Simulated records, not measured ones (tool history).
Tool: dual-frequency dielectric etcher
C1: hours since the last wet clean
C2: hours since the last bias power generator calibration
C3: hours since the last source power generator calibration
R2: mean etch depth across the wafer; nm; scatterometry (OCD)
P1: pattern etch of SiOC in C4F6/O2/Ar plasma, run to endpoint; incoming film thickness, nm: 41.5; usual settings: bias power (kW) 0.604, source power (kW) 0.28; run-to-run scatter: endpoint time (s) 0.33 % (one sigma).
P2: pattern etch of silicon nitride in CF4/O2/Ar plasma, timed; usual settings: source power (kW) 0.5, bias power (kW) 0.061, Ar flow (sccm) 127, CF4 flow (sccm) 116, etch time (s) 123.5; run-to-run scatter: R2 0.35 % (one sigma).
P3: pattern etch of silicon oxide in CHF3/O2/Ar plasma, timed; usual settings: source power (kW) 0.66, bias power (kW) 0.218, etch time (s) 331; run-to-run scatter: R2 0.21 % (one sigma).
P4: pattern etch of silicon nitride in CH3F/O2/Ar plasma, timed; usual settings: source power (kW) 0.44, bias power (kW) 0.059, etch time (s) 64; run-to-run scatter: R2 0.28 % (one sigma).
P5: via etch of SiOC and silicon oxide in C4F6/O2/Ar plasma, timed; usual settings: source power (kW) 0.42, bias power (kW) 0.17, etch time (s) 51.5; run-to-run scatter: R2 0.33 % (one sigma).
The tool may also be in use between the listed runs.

Run 1, hour 8.9: process that ran P1, bias power (kW) 0.604, source power (kW) 0.28; C1 202.9; C2 3448.2; C3 1541.9. Result: endpoint time (s) 15.566.
Run 2, hour 19.4: process that ran P4, bias power (kW) 0.059, source power (kW) 0.53, etch time (s) 64; C1 213.4; C2 3458.7; C3 1552.4. Result: R2 44.945 nm.
Run 3, hour 25.6: process that ran P3, bias power (kW) 0.218, source power (kW) 0.41, etch time (s) 331; C1 219.6; C2 3464.9; C3 1558.6. Result: R2 601.75 nm.
Run 4, hour 37.2: process that ran P1, bias power (kW) 0.604, source power (kW) 0.28; C1 231.2; C2 3476.5; C3 1570.2. Result: endpoint time (s) 15.396.
Run 5, hour 46.6: process that ran P3, bias power (kW) 0.218, source power (kW) 0.66, etch time (s) 331; C1 240.6; C2 3485.9; C3 1579.6. Result: R2 718.76 nm.
Run 6, hour 54.2: process that ran P1, bias power (kW) 0.604, source power (kW) 0.28; C1 248.2; C2 3493.5; C3 1587.2. Result: endpoint time (s) 15.496.
Run 7, hour 64.8: process that ran P2, bias power (kW) 0.061, source power (kW) 0.5, etch time (s) 69.5, Ar flow (sccm) 127, CF4 flow (sccm) 116; C1 258.8; C2 3504.1; C3 1597.8. Result: R2 141.42 nm.
Run 8, hour 77.7: process that ran P1, bias power (kW) 0.415, source power (kW) 0.28; C1 271.7; C2 3517; C3 1610.7. Result: endpoint time (s) 17.882.
Run 9, hour 86.5: process that ran P4, bias power (kW) 0.059, source power (kW) 0.44, etch time (s) 64; C1 280.5; C2 3525.8; C3 1619.5. Result: R2 41.944 nm.
Run 10, hour 99.1: process that ran P1, bias power (kW) 0.832, source power (kW) 0.28; C1 293.1; C2 3538.4; C3 1632.1. Result: endpoint time (s) 13.655.
Run 11, hour 105.5: process that ran P3, bias power (kW) 0.218, source power (kW) 0.66, etch time (s) 434.5; C1 299.5; C2 3544.8; C3 1638.5. Result: R2 943.23 nm.
Run 12, hour 117.9: process that ran P1, bias power (kW) 0.468, source power (kW) 0.36; C1 311.9; C2 3557.2; C3 1650.9. Result: endpoint time (s) 15.53.
Run 13, hour 124.1: process that ran P3, bias power (kW) 0.285, source power (kW) 0.66, etch time (s) 331; C1 318.1; C2 3563.4; C3 1657.1. Result: R2 788.71 nm.
Run 14, hour 136.9: process that ran P2, bias power (kW) 0.061, source power (kW) 0.5, etch time (s) 123.5, Ar flow (sccm) 89, CF4 flow (sccm) 116; C1 330.9; C2 3576.2; C3 1669.9. Result: R2 261.97 nm.
Run 15, hour 142.8: process that ran P3, bias power (kW) 0.218, source power (kW) 0.66, etch time (s) 331; C1 336.8; C2 3582.1; C3 1675.8. Result: R2 720.7 nm.
Run 16, hour 149.7: process that ran P5, bias power (kW) 0.113, source power (kW) 0.42, etch time (s) 51.5; C1 343.7; C2 3589; C3 1682.7. Result: R2 50.9 nm.
Run 17, hour 160.9: process that ran P2, bias power (kW) 0.061, source power (kW) 0.7, etch time (s) 123.5, Ar flow (sccm) 127, CF4 flow (sccm) 116; C1 354.9; C2 3600.2; C3 1693.9. Result: R2 336.99 nm.
Run 18, hour 168.9: process that ran P2, bias power (kW) 0.061, source power (kW) 0.5, etch time (s) 123.5, Ar flow (sccm) 127, CF4 flow (sccm) 91; C1 362.9; C2 3608.2; C3 1701.9. Result: R2 244.62 nm.
Run 19, hour 180.5: process that ran P1, bias power (kW) 0.604, source power (kW) 0.28; C1 374.5; C2 3619.8; C3 1713.5. Result: endpoint time (s) 15.53.
Run 20, hour 187.5: process that ran P1, bias power (kW) 0.604, source power (kW) 0.19; C1 381.5; C2 3626.8; C3 1720.5. Result: endpoint time (s) 17.813.
Run 21, hour 198.8: process that ran P4, bias power (kW) 0.059, source power (kW) 0.44, etch time (s) 42.5; C1 392.8; C2 3638.1; C3 1731.8. Result: R2 27.949 nm.
Run 22, hour 211.2: process that ran P1, bias power (kW) 0.604, source power (kW) 0.28; C1 405.2; C2 3650.5; C3 1744.2. Result: endpoint time (s) 15.508.
Run 23, hour 223: process that ran P5, bias power (kW) 0.17, source power (kW) 0.42, etch time (s) 51.5; C1 417; C2 3662.3; C3 1756. Result: R2 57.457 nm.
Run 24, hour 229.8: process that ran P1, bias power (kW) 0.604, source power (kW) 0.28; C1 423.8; C2 3669.1; C3 1762.8. Result: endpoint time (s) 15.524.
At hour 231.5: wet clean of the chamber.
Run 25, hour 239.4: process that ran P4, bias power (kW) 0.084, source power (kW) 0.44, etch time (s) 64; C1 7.9; C2 3678.7; C3 1772.4. Result: R2 47.441 nm.
Run 26, hour 251: process that ran P5, bias power (kW) 0.17, source power (kW) 0.42, etch time (s) 51.5; C1 19.5; C2 3690.3; C3 1784. Result: R2 57.642 nm.
Run 27, hour 262.4: process that ran P2, bias power (kW) 0.084, source power (kW) 0.5, etch time (s) 123.5, Ar flow (sccm) 127, CF4 flow (sccm) 116; C1 30.9; C2 3701.7; C3 1795.4. Result: R2 285.5 nm.
Run 28, hour 271.8: process that ran P5, bias power (kW) 0.17, source power (kW) 0.42, etch time (s) 74.5; C1 40.3; C2 3711.1; C3 1804.8. Result: R2 82.819 nm.
Run 29, hour 282.9: process that ran P2, bias power (kW) 0.061, source power (kW) 0.5, etch time (s) 123.5, Ar flow (sccm) 127, CF4 flow (sccm) 116; C1 51.4; C2 3722.2; C3 1815.9. Result: R2 252.96 nm.
Run 30, hour 293.5: process that ran P1, bias power (kW) 0.604, source power (kW) 0.37; C1 62; C2 3732.8; C3 1826.5. Result: endpoint time (s) 13.994.
Run 31, hour 299.7: process that ran P5, bias power (kW) 0.17, source power (kW) 0.52, etch time (s) 51.5; C1 68.2; C2 3739; C3 1832.7. Result: R2 62.802 nm.
Run 32, hour 306.9: process that ran P1, bias power (kW) 0.604, source power (kW) 0.28; C1 75.4; C2 3746.2; C3 1839.9. Result: endpoint time (s) 15.451.
Run 33, hour 312.5: process that ran P1, bias power (kW) 0.604, source power (kW) 0.28; C1 81; C2 3751.8; C3 1845.5. Result: endpoint time (s) 15.363.
Run 34, hour 325.4: process that ran P1, bias power (kW) 0.604, source power (kW) 0.28; C1 93.9; C2 3764.7; C3 1858.4. Result: endpoint time (s) 15.261.
Run 35, hour 333.7: process that ran P1, bias power (kW) 0.604, source power (kW) 0.28; C1 102.2; C2 3773; C3 1866.7. Result: endpoint time (s) 15.222.
Run 36, hour 340.5: process that ran P1, bias power (kW) 0.604, source power (kW) 0.28; C1 109; C2 3779.8; C3 1873.5. Result: endpoint time (s) 15.262.
At hour 342.5: wet clean of the chamber.
Run 37, hour 351.9: process that ran P1, bias power (kW) 0.604, source power (kW) 0.28; C1 9.4; C2 3791.2; C3 1884.9. Result: endpoint time (s) 15.277.
Run 38, hour 359.6: process that ran P1, bias power (kW) 0.604, source power (kW) 0.28; C1 17.1; C2 3798.9; C3 1892.6. Result: endpoint time (s) 15.31.
Run 39, hour 369: process that ran P1, bias power (kW) 0.604, source power (kW) 0.28; C1 26.5; C2 3808.3; C3 1902. Result: endpoint time (s) 15.312.

What P1 gives has crept away from where it was. These 2 causes fit the log equally well, each at the size given:
A: source power that arrives over what is set, % = 4.67
B: bias power that arrives over what is set, % = 4.35
The creep began at about hour 306.9.
Why every other cause is out:
chamber walls in a state that raises the etch rate, %: serviced at hour 342.5, which brought nothing back

4 check runs are offered, each on 2 wafers whose results are averaged, their results left as question marks. Which one tells the causes apart?
Run check 1, hour 378.4: process that ran P5, bias power (kW) 0.17, source power (kW) 0.42, etch time (s) 51.5. Result: R2 ?.
Run check 2, hour 378.4: process that ran P2, bias power (kW) 0.061, source power (kW) 0.5, etch time (s) 123.5, Ar flow (sccm) 127, CF4 flow (sccm) 116. Result: R2 ?.
Run check 3, hour 378.4: process that ran P4, bias power (kW) 0.059, source power (kW) 0.44, etch time (s) 64. Result: R2 ?.
Run check 4, hour 378.4: process that ran P3, bias power (kW) 0.218, source power (kW) 0.66, etch time (s) 331. Result: R2 ?.

What each check would give under each cause:
  check  result    if A    if B
check 1      R2  58.703  58.456
check 2      R2  262.53  256.63
check 3      R2  42.711  42.551
check 4      R2     731  729.18
How far apart the two closest causes lie, in the result that separates them most: check 1 0.42 %; check 2 2.27 %; check 3 0.37 %; check 4 0.25 %
Check 2 tells the causes apart: in the others they would give nearly the same result.

Check 2 was then run and gave: R2 256.87 nm. Which cause is it?

It is B: bias power that arrives over what is set, %.
